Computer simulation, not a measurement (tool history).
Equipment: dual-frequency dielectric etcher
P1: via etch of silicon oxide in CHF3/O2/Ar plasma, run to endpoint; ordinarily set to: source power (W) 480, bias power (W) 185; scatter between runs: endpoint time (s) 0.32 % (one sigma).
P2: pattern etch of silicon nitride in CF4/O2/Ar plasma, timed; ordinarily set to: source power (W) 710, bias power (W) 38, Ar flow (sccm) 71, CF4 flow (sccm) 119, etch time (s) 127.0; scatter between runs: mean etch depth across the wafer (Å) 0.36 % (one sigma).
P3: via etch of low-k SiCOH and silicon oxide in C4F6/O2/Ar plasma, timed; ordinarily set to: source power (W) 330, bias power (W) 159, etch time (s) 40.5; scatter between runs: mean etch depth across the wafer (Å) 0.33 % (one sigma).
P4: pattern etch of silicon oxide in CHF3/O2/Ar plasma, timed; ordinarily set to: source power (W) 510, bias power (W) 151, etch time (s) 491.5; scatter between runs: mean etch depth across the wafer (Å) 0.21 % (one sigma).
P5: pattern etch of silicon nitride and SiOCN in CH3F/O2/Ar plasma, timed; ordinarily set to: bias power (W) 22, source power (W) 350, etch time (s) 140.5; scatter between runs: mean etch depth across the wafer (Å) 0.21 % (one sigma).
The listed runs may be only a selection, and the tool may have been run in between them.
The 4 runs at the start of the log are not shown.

run,hour,process that ran,source power (W),bias power (W),etch time (s),Ar flow (sccm),CF4 flow (sccm),hours since the last wet clean,hours since the last source power generator calibration,hours since the last bias power generator calibration,endpoint time (s),mean etch depth across the wafer (Å)
5,27.7,P4,510,151,270.5,,,307.8,894.1,813.1,,4784.90
6,32.0,P4,510,109,491.5,,,312.1,898.4,817.4,,7801.60
7,39.1,P2,710,38,127.0,71,169,319.2,905.5,824.5,,3373.90
8,45.1,P1,600,185,,,,325.2,911.5,830.5,321.61,
9,49.9,P2,520,38,127.0,71,119,330.0,916.3,835.3,,2469.00
10,53.5,P1,480,113,,,,333.6,919.9,838.9,414.60,
11,59.9,P1,670,131,,,,340.0,926.3,845.3,345.85,
12,66.6,P2,710,38,72.0,71,119,346.7,933.0,852.0,,1837.60
13,73.6,P3,330,159,60.0,,,353.7,940.0,859.0,,1260.10
14,80.1,P1,480,185,,,,360.2,946.5,865.5,348.54,
15,87.2,P3,330,159,40.5,,,367.3,953.6,872.6,,856.27
16,91.8,P3,330,109,40.5,,,371.9,958.2,877.2,,763.95
17,95.6,P5,350,13,140.5,,,375.7,962.0,881.0,,144.28
18,100.0,P1,580,153,,,,380.1,966.4,885.4,347.81,
19,105.6,P1,480,185,,,,385.7,972.0,891.0,349.11,
20,108.9,P5,260,22,140.5,,,389.0,975.3,894.3,,161.85
21,113.9,P1,480,185,,,,394.0,980.3,899.3,350.63,
22,119.7,P2,710,38,127.0,71,119,399.8,986.1,905.1,,3260.00
23,126.3,P3,450,159,40.5,,,406.4,992.7,911.7,,965.46
24,130.5,P2,710,38,127.0,97,119,410.6,996.9,915.9,,3144.60
25,137.0,P4,310,151,491.5,,,417.1,1003.4,922.4,,7178.80
26,140.8,P2,710,38,127.0,71,119,420.9,1007.2,926.2,,3245.60
27,147.3,P1,370,185,,,,427.4,1013.7,932.7,389.53,
28,152.1,P2,710,25,127.0,71,119,432.2,1018.5,937.5,,2879.30

What will run 29 give?
29,157.2,P4,510,151,491.5,,,437.3,1023.6,942.6,,?

For run 29 the tool returned mean etch depth across the wafer (Å) 8682.10.
